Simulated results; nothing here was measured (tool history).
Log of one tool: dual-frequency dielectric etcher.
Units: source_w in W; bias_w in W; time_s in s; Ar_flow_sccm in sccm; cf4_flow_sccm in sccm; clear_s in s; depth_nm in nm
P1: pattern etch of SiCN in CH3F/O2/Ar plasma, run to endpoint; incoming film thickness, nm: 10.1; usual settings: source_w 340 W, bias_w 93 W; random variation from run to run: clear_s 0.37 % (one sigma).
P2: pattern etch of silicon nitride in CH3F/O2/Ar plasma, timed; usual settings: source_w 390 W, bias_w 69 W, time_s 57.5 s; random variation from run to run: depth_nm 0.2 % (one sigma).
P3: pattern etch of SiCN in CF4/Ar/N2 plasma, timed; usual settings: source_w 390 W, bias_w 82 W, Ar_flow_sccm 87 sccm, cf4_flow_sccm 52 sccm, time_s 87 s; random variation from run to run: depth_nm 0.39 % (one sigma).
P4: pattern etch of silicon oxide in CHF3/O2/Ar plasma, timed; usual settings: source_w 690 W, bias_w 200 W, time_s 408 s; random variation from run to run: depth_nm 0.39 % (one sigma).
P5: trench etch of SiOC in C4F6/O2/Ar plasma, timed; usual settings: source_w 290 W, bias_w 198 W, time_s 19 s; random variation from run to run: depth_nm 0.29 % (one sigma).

Run 1, hour 9.5: process P1, source_w 340 W, bias_w 93 W. Result: clear_s 26.237 s.
Run 2, hour 14.9: process P4, source_w 690 W, bias_w 126 W, time_s 408 s. Result: depth_nm 762.73 nm.
Run 3, hour 21.7: process P1, source_w 210 W, bias_w 72 W. Result: clear_s 34.54 s.
Run 4, hour 30.4: process P1, source_w 340 W, bias_w 126 W. Result: clear_s 23.518 s.
Run 5, hour 36.3: process P2, source_w 390 W, bias_w 69 W, time_s 57.5 s. Result: depth_nm 38.758 nm.
Run 6, hour 41.1: process P1, source_w 340 W, bias_w 76 W. Result: clear_s 28.363 s.
Run 7, hour 47.6: process P3, source_w 390 W, bias_w 82 W, time_s 87 s, Ar_flow_sccm 103 sccm, cf4_flow_sccm 52 sccm. Result: depth_nm 66.368 nm.
Run 8, hour 57.3: process P3, source_w 390 W, bias_w 49 W, time_s 87 s, Ar_flow_sccm 87 sccm, cf4_flow_sccm 52 sccm. Result: depth_nm 56.876 nm.
Run 9, hour 63.5: process P1, source_w 440 W, bias_w 93 W. Result: clear_s 23.929 s.
Run 10, hour 69.2: process P3, source_w 390 W, bias_w 82 W, time_s 87 s, Ar_flow_sccm 87 sccm, cf4_flow_sccm 52 sccm. Result: depth_nm 68.217 nm.
Run 11, hour 73.7: process P3, source_w 390 W, bias_w 82 W, time_s 54 s, Ar_flow_sccm 87 sccm, cf4_flow_sccm 52 sccm. Result: depth_nm 42.173 nm.
At hour 80.8: bias power generator calibrated.
Run 12, hour 80.8: process P2, source_w 260 W, bias_w 69 W, time_s 57.5 s. Result: depth_nm 33.18 nm.
Run 13, hour 87.9: process P1, source_w 340 W, bias_w 93 W. Result: clear_s 26.304 s.
Run 14, hour 92.9: process P5, source_w 410 W, bias_w 198 W, time_s 19 s. Result: depth_nm 41.129 nm.
Run 15, hour 100.7: process P4, source_w 690 W, bias_w 200 W, time_s 408 s. Result: depth_nm 878.63 nm.
Run 16, hour 107.5: process P2, source_w 390 W, bias_w 91 W, time_s 57.5 s. Result: depth_nm 42.579 nm.
Run 17, hour 115.1: process P5, source_w 290 W, bias_w 132 W, time_s 19 s. Result: depth_nm 31.63 nm.
Run 18, hour 124: process P1, source_w 240 W, bias_w 93 W. Result: clear_s 29.933 s.
Run 19, hour 129.9: process P1, source_w 440 W, bias_w 67 W. Result: clear_s 26.696 s.
Run 20, hour 139.6: process P1, source_w 340 W, bias_w 93 W. Result: clear_s 26.281 s.
Run 21, hour 143.9: process P5, source_w 290 W, bias_w 198 W, time_s 19 s. Result: depth_nm 35.87 nm.
Run 22, hour 152.5: process P1, source_w 340 W, bias_w 93 W. Result: clear_s 26.327 s.
Run 23, hour 157.3: process P5, source_w 290 W, bias_w 198 W, time_s 19 s. Result: depth_nm 35.897 nm.
Run 24, hour 163.4: process P3, source_w 470 W, bias_w 82 W, time_s 87 s, Ar_flow_sccm 87 sccm, cf4_flow_sccm 52 sccm. Result: depth_nm 80.127 nm.
Run 25, hour 170.3: process P4, source_w 690 W, bias_w 200 W, time_s 253 s. Result: depth_nm 549.22 nm.
Run 26, hour 178.9: process P4, source_w 520 W, bias_w 200 W, time_s 408 s. Result: depth_nm 788.95 nm.
Run 27, hour 185: process P4, source_w 690 W, bias_w 200 W, time_s 408 s. Result: depth_nm 888.62 nm.
Run 28, hour 191.6: process P1, source_w 340 W, bias_w 93 W. Result: clear_s 26.227 s.
Run 29, hour 196.2: process P3, source_w 390 W, bias_w 82 W, time_s 87 s, Ar_flow_sccm 87 sccm, cf4_flow_sccm 52 sccm. Result: depth_nm 67.98 nm.
Run 30, hour 205.9: process P5, source_w 290 W, bias_w 198 W, time_s 12.5 s. Result: depth_nm 23.705 nm.
Run 31, hour 214.6: process P3, source_w 390 W, bias_w 82 W, time_s 87 s, Ar_flow_sccm 87 sccm, cf4_flow_sccm 35 sccm. Result: depth_nm 63.936 nm.
Run 32, hour 223.2: process P2, source_w 390 W, bias_w 69 W, time_s 82.5 s. Result: depth_nm 55.663 nm.

The next listed run, before its measurement:
Run 33, hour 228.9: process P1, source_w 340 W, bias_w 93 W. Result: clear_s ?.

clear_s: 26.376 s

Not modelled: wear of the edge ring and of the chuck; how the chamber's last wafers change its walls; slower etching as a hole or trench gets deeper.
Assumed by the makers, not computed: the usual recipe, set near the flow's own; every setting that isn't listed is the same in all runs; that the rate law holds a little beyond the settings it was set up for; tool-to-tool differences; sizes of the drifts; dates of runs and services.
